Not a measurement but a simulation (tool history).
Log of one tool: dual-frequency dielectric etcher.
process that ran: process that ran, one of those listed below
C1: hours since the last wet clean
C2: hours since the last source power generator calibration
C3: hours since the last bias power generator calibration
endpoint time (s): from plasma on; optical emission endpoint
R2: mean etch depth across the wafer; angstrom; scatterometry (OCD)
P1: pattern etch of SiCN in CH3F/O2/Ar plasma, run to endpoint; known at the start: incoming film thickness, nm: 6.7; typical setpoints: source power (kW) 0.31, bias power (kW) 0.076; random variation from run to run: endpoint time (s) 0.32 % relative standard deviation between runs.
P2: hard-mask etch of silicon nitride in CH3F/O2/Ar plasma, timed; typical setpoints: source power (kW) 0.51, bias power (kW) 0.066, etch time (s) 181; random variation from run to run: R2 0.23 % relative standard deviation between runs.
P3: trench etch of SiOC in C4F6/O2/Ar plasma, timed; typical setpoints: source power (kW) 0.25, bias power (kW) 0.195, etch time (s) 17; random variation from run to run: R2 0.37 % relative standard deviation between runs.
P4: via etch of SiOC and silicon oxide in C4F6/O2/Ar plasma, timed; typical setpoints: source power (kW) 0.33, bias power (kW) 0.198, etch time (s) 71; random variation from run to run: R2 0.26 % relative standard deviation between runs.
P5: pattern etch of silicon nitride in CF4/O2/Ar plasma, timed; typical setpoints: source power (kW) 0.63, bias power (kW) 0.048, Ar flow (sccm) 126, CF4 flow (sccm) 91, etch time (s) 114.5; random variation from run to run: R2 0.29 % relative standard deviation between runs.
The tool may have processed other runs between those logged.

{"run": 1, "hour": 3.2, "process that ran": "P1", "source power (kW)": 0.31, "bias power (kW)": 0.076, "C1": 246.3, "C2": 1705.5, "C3": 1066.7, "endpoint time (s)": 19.864}
{"run": 2, "hour": 9.0, "process that ran": "P4", "source power (kW)": 0.33, "bias power (kW)": 0.198, "etch time (s)": 43, "C1": 252.1, "C2": 1711.3, "C3": 1072.5, "R2": 470.4}
{"run": 3, "hour": 12.9, "process that ran": "P5", "source power (kW)": 0.63, "bias power (kW)": 0.048, "etch time (s)": 171.5, "Ar flow (sccm)": 126, "CF4 flow (sccm)": 91, "C1": 256, "C2": 1715.2, "C3": 1076.4, "R2": 3820.2}
{"run": 4, "hour": 18.6, "process that ran": "P1", "source power (kW)": 0.31, "bias power (kW)": 0.076, "C1": 261.7, "C2": 1720.9, "C3": 1082.1, "endpoint time (s)": 19.74}
{"run": 5, "hour": 24.8, "process that ran": "P1", "source power (kW)": 0.39, "bias power (kW)": 0.076, "C1": 267.9, "C2": 1727.1, "C3": 1088.3, "endpoint time (s)": 18.196}
{"run": 6, "hour": 29.1, "process that ran": "P1", "source power (kW)": 0.31, "bias power (kW)": 0.076, "C1": 272.2, "C2": 1731.4, "C3": 1092.6, "endpoint time (s)": 19.911}
{"run": 7, "hour": 35.7, "process that ran": "P1", "source power (kW)": 0.37, "bias power (kW)": 0.048, "C1": 278.8, "C2": 1738, "C3": 1099.2, "endpoint time (s)": 21.731}
{"hour": 36.6, "done": "wet clean of the chamber"}
{"run": 8, "hour": 42.0, "process that ran": "P2", "source power (kW)": 0.51, "bias power (kW)": 0.066, "etch time (s)": 181, "C1": 5.4, "C2": 1744.3, "C3": 1105.5, "R2": 1314.7}
{"run": 9, "hour": 45.6, "process that ran": "P2", "source power (kW)": 0.51, "bias power (kW)": 0.087, "etch time (s)": 181, "C1": 9, "C2": 1747.9, "C3": 1109.1, "R2": 1446.5}
{"run": 10, "hour": 51.6, "process that ran": "P2", "source power (kW)": 0.51, "bias power (kW)": 0.066, "etch time (s)": 181, "C1": 15, "C2": 1753.9, "C3": 1115.1, "R2": 1308.4}
{"run": 11, "hour": 56.7, "process that ran": "P1", "source power (kW)": 0.31, "bias power (kW)": 0.076, "C1": 20.1, "C2": 1759, "C3": 1120.2, "endpoint time (s)": 19.911}
{"run": 12, "hour": 61.8, "process that ran": "P3", "source power (kW)": 0.25, "bias power (kW)": 0.114, "etch time (s)": 17, "C1": 25.2, "C2": 1764.1, "C3": 1125.3, "R2": 256.56}
{"run": 13, "hour": 67.2, "process that ran": "P3", "source power (kW)": 0.25, "bias power (kW)": 0.195, "etch time (s)": 17, "C1": 30.6, "C2": 1769.5, "C3": 1130.7, "R2": 303.78}
{"run": 14, "hour": 71.3, "process that ran": "P5", "source power (kW)": 0.84, "bias power (kW)": 0.048, "etch time (s)": 114.5, "Ar flow (sccm)": 126, "CF4 flow (sccm)": 91, "C1": 34.7, "C2": 1773.6, "C3": 1134.8, "R2": 3280.3}
{"run": 15, "hour": 75.9, "process that ran": "P4", "source power (kW)": 0.33, "bias power (kW)": 0.198, "etch time (s)": 71, "C1": 39.3, "C2": 1778.2, "C3": 1139.4, "R2": 777.56}
{"run": 16, "hour": 80.9, "process that ran": "P1", "source power (kW)": 0.25, "bias power (kW)": 0.098, "C1": 44.3, "C2": 1783.2, "C3": 1144.4, "endpoint time (s)": 19.539}
{"run": 17, "hour": 88.2, "process that ran": "P5", "source power (kW)": 0.63, "bias power (kW)": 0.048, "etch time (s)": 114.5, "Ar flow (sccm)": 126, "CF4 flow (sccm)": 72, "C1": 51.6, "C2": 1790.5, "C3": 1151.7, "R2": 2473.2}
{"run": 18, "hour": 93.1, "process that ran": "P2", "source power (kW)": 0.51, "bias power (kW)": 0.066, "etch time (s)": 244.5, "C1": 56.5, "C2": 1795.4, "C3": 1156.6, "R2": 1767.5}
{"run": 19, "hour": 97.6, "process that ran": "P1", "source power (kW)": 0.31, "bias power (kW)": 0.103, "C1": 61, "C2": 1799.9, "C3": 1161.1, "endpoint time (s)": 17.654}
{"run": 20, "hour": 104.5, "process that ran": "P1", "source power (kW)": 0.31, "bias power (kW)": 0.076, "C1": 67.9, "C2": 1806.8, "C3": 1168, "endpoint time (s)": 19.848}
{"run": 21, "hour": 110.9, "process that ran": "P1", "source power (kW)": 0.31, "bias power (kW)": 0.062, "C1": 74.3, "C2": 1813.2, "C3": 1174.4, "endpoint time (s)": 21.368}
{"run": 22, "hour": 114.7, "process that ran": "P1", "source power (kW)": 0.21, "bias power (kW)": 0.076, "C1": 78.1, "C2": 1817, "C3": 1178.2, "endpoint time (s)": 23.029}
{"run": 23, "hour": 120.3, "process that ran": "P1", "source power (kW)": 0.31, "bias power (kW)": 0.076, "C1": 83.7, "C2": 1822.6, "C3": 1183.8, "endpoint time (s)": 19.952}

Predict the results of run 24:
{"run": 24, "hour": 125.7, "process that ran": "P2", "source power (kW)": 0.32, "bias power (kW)": 0.066, "etch time (s)": 181, "C1": 89.1, "C2": 1828, "C3": 1189.2, "R2": "?"}

{"run 24": {"R2": 1094.3}}
